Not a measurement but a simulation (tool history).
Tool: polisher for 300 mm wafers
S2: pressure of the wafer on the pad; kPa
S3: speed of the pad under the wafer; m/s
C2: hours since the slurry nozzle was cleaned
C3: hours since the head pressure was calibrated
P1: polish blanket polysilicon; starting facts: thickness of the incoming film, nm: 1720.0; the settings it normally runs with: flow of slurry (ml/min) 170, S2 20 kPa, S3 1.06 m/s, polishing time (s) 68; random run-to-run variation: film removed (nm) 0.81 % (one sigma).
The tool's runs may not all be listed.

run 1 hour=9.2 | flow_of_slurry_(ml/min)=170 S2=20 S3=1.06 polishing_time_(s)=68 | wafers_polished_on_this_pad=439 C2=83.9 C3=104.3 | film_removed_(nm)=719.33
run 2 hour=23 | flow_of_slurry_(ml/min)=170 S2=20 S3=1.58 polishing_time_(s)=68 | wafers_polished_on_this_pad=614 C2=97.7 C3=118.1 | film_removed_(nm)=1061
run 3 hour=35.7 | flow_of_slurry_(ml/min)=265 S2=20 S3=1.06 polishing_time_(s)=68 | wafers_polished_on_this_pad=776 C2=110.4 C3=130.8 | film_removed_(nm)=754.86
run 4 hour=42.1 | flow_of_slurry_(ml/min)=240 S2=27.6 S3=1.06 polishing_time_(s)=68 | wafers_polished_on_this_pad=857 C2=116.8 C3=137.2 | film_removed_(nm)=1040.4
-- hour=42.3 head pressure recalibrated
run 5 hour=51.2 | flow_of_slurry_(ml/min)=170 S2=20 S3=0.76 polishing_time_(s)=68 | wafers_polished_on_this_pad=973 C2=125.9 C3=8.9 | film_removed_(nm)=511.8
run 6 hour=59.4 | flow_of_slurry_(ml/min)=210 S2=20 S3=1.48 polishing_time_(s)=68 | wafers_polished_on_this_pad=1077 C2=134.1 C3=17.1 | film_removed_(nm)=1027.8
run 7 hour=69.3 | flow_of_slurry_(ml/min)=170 S2=20 S3=1.06 polishing_time_(s)=68 | wafers_polished_on_this_pad=1203 C2=144 C3=27 | film_removed_(nm)=723.38
run 8 hour=78.6 | flow_of_slurry_(ml/min)=170 S2=20 S3=1.06 polishing_time_(s)=48 | wafers_polished_on_this_pad=1322 C2=153.3 C3=36.3 | film_removed_(nm)=505.43
run 9 hour=92.8 | flow_of_slurry_(ml/min)=100 S2=20 S3=1.06 polishing_time_(s)=68 | wafers_polished_on_this_pad=1502 C2=167.5 C3=50.5 | film_removed_(nm)=641.74
run 10 hour=104.2 | flow_of_slurry_(ml/min)=170 S2=20 S3=1.06 polishing_time_(s)=68 | wafers_polished_on_this_pad=1647 C2=178.9 C3=61.9 | film_removed_(nm)=716.73
run 11 hour=116 | flow_of_slurry_(ml/min)=170 S2=26.2 S3=1.06 polishing_time_(s)=68 | wafers_polished_on_this_pad=1797 C2=190.7 C3=73.7 | film_removed_(nm)=956.81
run 12 hour=129.2 | flow_of_slurry_(ml/min)=170 S2=9 S3=1.06 polishing_time_(s)=68 | wafers_polished_on_this_pad=1965 C2=203.9 C3=86.9 | film_removed_(nm)=319.51
run 13 hour=142.4 | flow_of_slurry_(ml/min)=170 S2=20 S3=1.06 polishing_time_(s)=101 | wafers_polished_on_this_pad=2133 C2=217.1 C3=100.1 | film_removed_(nm)=1073.4
run 14 hour=153.4 | flow_of_slurry_(ml/min)=170 S2=20 S3=1.06 polishing_time_(s)=68 | wafers_polished_on_this_pad=2273 C2=228.1 C3=111.1 | film_removed_(nm)=718.77
run 15 hour=161.3 | flow_of_slurry_(ml/min)=170 S2=20 S3=1.06 polishing_time_(s)=68 | wafers_polished_on_this_pad=2373 C2=236 C3=119 | film_removed_(nm)=719.01
run 16 hour=171.2 | flow_of_slurry_(ml/min)=170 S2=20 S3=1.06 polishing_time_(s)=68 | wafers_polished_on_this_pad=2499 C2=245.9 C3=128.9 | film_removed_(nm)=716.91
run 17 hour=177.7 | flow_of_slurry_(ml/min)=170 S2=20 S3=1.06 polishing_time_(s)=68 | wafers_polished_on_this_pad=2582 C2=252.4 C3=135.4 | film_removed_(nm)=697.71
run 18 hour=188.1 | flow_of_slurry_(ml/min)=170 S2=20 S3=1.06 polishing_time_(s)=68 | wafers_polished_on_this_pad=2714 C2=262.8 C3=145.8 | film_removed_(nm)=699.64
run 19 hour=194.8 | flow_of_slurry_(ml/min)=170 S2=20 S3=1.06 polishing_time_(s)=68 | wafers_polished_on_this_pad=2799 C2=269.5 C3=152.5 | film_removed_(nm)=689.78
run 20 hour=203.1 | flow_of_slurry_(ml/min)=170 S2=20 S3=1.06 polishing_time_(s)=68 | wafers_polished_on_this_pad=2905 C2=277.8 C3=160.8 | film_removed_(nm)=691.39
-- hour=210.3 worn pad replaced by a new one
run 21 hour=216.4 | flow_of_slurry_(ml/min)=170 S2=20 S3=1.06 polishing_time_(s)=68 | wafers_polished_on_this_pad=77 C2=291.1 C3=174.1 | film_removed_(nm)=683.62
run 22 hour=227.2 | flow_of_slurry_(ml/min)=170 S2=20 S3=1.06 polishing_time_(s)=68 | wafers_polished_on_this_pad=215 C2=301.9 C3=184.9 | film_removed_(nm)=663.92
run 23 hour=239.7 | flow_of_slurry_(ml/min)=170 S2=20 S3=1.06 polishing_time_(s)=68 | wafers_polished_on_this_pad=374 C2=314.4 C3=197.4 | film_removed_(nm)=683.2
run 24 hour=251.5 | flow_of_slurry_(ml/min)=170 S2=20 S3=1.06 polishing_time_(s)=68 | wafers_polished_on_this_pad=524 C2=326.2 C3=209.2 | film_removed_(nm)=674.62
run 25 hour=265.1 | flow_of_slurry_(ml/min)=170 S2=20 S3=1.06 polishing_time_(s)=68 | wafers_polished_on_this_pad=697 C2=339.8 C3=222.8 | film_removed_(nm)=668.94
run 26 hour=275.4 | flow_of_slurry_(ml/min)=170 S2=20 S3=1.06 polishing_time_(s)=68 | wafers_polished_on_this_pad=828 C2=350.1 C3=233.1 | film_removed_(nm)=676.44

Compared with where it was, what P1 gives has crept away. Each cause listed below fits the log as well as the rest, at the size given for it:
A: head's pressure below its setpoint, % = 6.16
B: slurry flow missing at the pad, % = 29.4
At approximately hour 161.3, the process output began to creep.
Other possible causes, and why each is ruled out:
removal rate lost through wear of the pad, %: serviced at hour 210.3, after the drift had started, without restoring the earlier output

Consider the 4 check runs below, whose results appear as question marks and each of which averages 3 wafers. Which one distinguishes the causes, in that each cause would give it a clearly different result?
run check 1 hour=285.7 | flow_of_slurry_(ml/min)=170 S2=9 S3=1.06 polishing_time_(s)=86 | film_removed_(nm)=?
run check 2 hour=285.7 | flow_of_slurry_(ml/min)=170 S2=11 S3=1.06 polishing_time_(s)=100 | film_removed_(nm)=?
run check 3 hour=285.7 | flow_of_slurry_(ml/min)=100 S2=20 S3=0.78 polishing_time_(s)=68 | film_removed_(nm)=?
run check 4 hour=285.7 | flow_of_slurry_(ml/min)=170 S2=20 S3=1.32 polishing_time_(s)=95 | film_removed_(nm)=?

What every check run would give for each of its results, assuming each possible cause in turn:
check=check_1 result=film_removed_(nm) if_A=382.53 if_B=382.58
check=check_2 result=film_removed_(nm) if_A=547.45 if_B=547.52
check=check_3 result=film_removed_(nm) if_A=446.74 if_B=430.06
check=check_4 result=film_removed_(nm) if_A=1173.9 if_B=1174
Per-check spread between the two closest causes, in the result where they differ most: check 1 0.01 %; check 2 0.01 %; check 3 3.8 %; check 4 0.01 %
The causes can be told apart only by check 3. The other checks would give nearly the same results under each of them.

Check 3 has now been run. It gave: film removed (nm) 448.07. Which of the candidate causes is it?

Of the candidate causes, it is A: head's pressure below its setpoint, %.

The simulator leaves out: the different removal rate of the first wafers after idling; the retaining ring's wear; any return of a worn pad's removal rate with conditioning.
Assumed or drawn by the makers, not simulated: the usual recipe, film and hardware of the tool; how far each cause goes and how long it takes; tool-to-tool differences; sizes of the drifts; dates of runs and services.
